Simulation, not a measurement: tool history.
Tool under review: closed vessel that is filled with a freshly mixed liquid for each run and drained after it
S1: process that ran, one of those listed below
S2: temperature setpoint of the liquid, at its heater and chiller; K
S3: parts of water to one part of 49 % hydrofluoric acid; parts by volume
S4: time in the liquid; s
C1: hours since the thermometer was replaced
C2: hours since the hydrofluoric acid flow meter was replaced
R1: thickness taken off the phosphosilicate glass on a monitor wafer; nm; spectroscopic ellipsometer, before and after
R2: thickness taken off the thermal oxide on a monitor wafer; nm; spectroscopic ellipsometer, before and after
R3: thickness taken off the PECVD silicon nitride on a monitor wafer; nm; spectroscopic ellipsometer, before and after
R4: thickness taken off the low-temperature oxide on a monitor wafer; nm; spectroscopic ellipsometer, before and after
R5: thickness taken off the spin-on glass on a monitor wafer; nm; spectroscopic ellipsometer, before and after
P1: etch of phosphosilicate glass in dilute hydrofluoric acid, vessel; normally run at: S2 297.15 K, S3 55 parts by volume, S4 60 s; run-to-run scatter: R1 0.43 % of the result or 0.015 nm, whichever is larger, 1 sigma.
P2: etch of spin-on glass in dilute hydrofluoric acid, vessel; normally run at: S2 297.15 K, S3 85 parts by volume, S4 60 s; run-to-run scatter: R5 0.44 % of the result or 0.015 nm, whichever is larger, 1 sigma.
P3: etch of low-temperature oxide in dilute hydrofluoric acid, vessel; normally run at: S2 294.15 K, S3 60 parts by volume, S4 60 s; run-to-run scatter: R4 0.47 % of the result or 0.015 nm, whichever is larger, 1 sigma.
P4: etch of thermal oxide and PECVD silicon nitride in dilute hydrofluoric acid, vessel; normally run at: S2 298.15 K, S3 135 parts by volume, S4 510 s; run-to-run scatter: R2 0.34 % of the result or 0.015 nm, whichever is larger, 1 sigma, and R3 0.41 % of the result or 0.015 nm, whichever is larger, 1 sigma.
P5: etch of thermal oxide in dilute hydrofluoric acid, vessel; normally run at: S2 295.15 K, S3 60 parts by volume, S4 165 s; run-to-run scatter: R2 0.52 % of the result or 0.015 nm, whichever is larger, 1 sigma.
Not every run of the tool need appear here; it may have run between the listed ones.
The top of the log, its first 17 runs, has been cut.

{"run": 18, "hour": 202.7, "S1": "P1", "S2": 297.15, "S3": 55, "S4": 60, "C1": 1085.9, "C2": 497.3, "R1": 75.152}
{"run": 19, "hour": 216.6, "S1": "P1", "S2": 297.15, "S3": 55, "S4": 60, "C1": 1099.8, "C2": 511.2, "R1": 75.027}
{"run": 20, "hour": 229.6, "S1": "P2", "S2": 297.15, "S3": 85, "S4": 60, "C1": 1112.8, "C2": 524.2, "R5": 23.141}
{"run": 21, "hour": 238.8, "S1": "P3", "S2": 294.15, "S3": 60, "S4": 105, "C1": 1122.0, "C2": 533.4, "R4": 56.863}
{"run": 22, "hour": 247.4, "S1": "P2", "S2": 297.15, "S3": 85, "S4": 60, "C1": 1130.6, "C2": 542.0, "R5": 23.195}
{"run": 23, "hour": 256.4, "S1": "P2", "S2": 297.15, "S3": 20, "S4": 60, "C1": 1139.6, "C2": 551.0, "R5": 108.16}
{"run": 24, "hour": 267.6, "S1": "P4", "S2": 298.15, "S3": 135, "S4": 160, "C1": 1150.8, "C2": 562.2, "R2": 5.5875, "R3": 2.7122}
{"run": 25, "hour": 275.3, "S1": "P1", "S2": 297.15, "S3": 55, "S4": 60, "C1": 1158.5, "C2": 569.9, "R1": 75.493}
{"run": 26, "hour": 284.6, "S1": "P4", "S2": 298.15, "S3": 70, "S4": 510, "C1": 1167.8, "C2": 579.2, "R2": 37.658, "R3": 16.536}
{"run": 27, "hour": 293.0, "S1": "P2", "S2": 291.15, "S3": 85, "S4": 60, "C1": 1176.2, "C2": 587.6, "R5": 18.19}
{"run": 28, "hour": 303.2, "S1": "P1", "S2": 297.15, "S3": 85, "S4": 60, "C1": 1186.4, "C2": 597.8, "R1": 46.447}

The next listed run, before its measurement:
{"run": 29, "hour": 315.2, "S1": "P5", "S2": 295.15, "S3": 60, "S4": 305, "C1": 1198.4, "C2": 609.8, "R2": "?"}

{"run 29": {"R2": 23.133}}
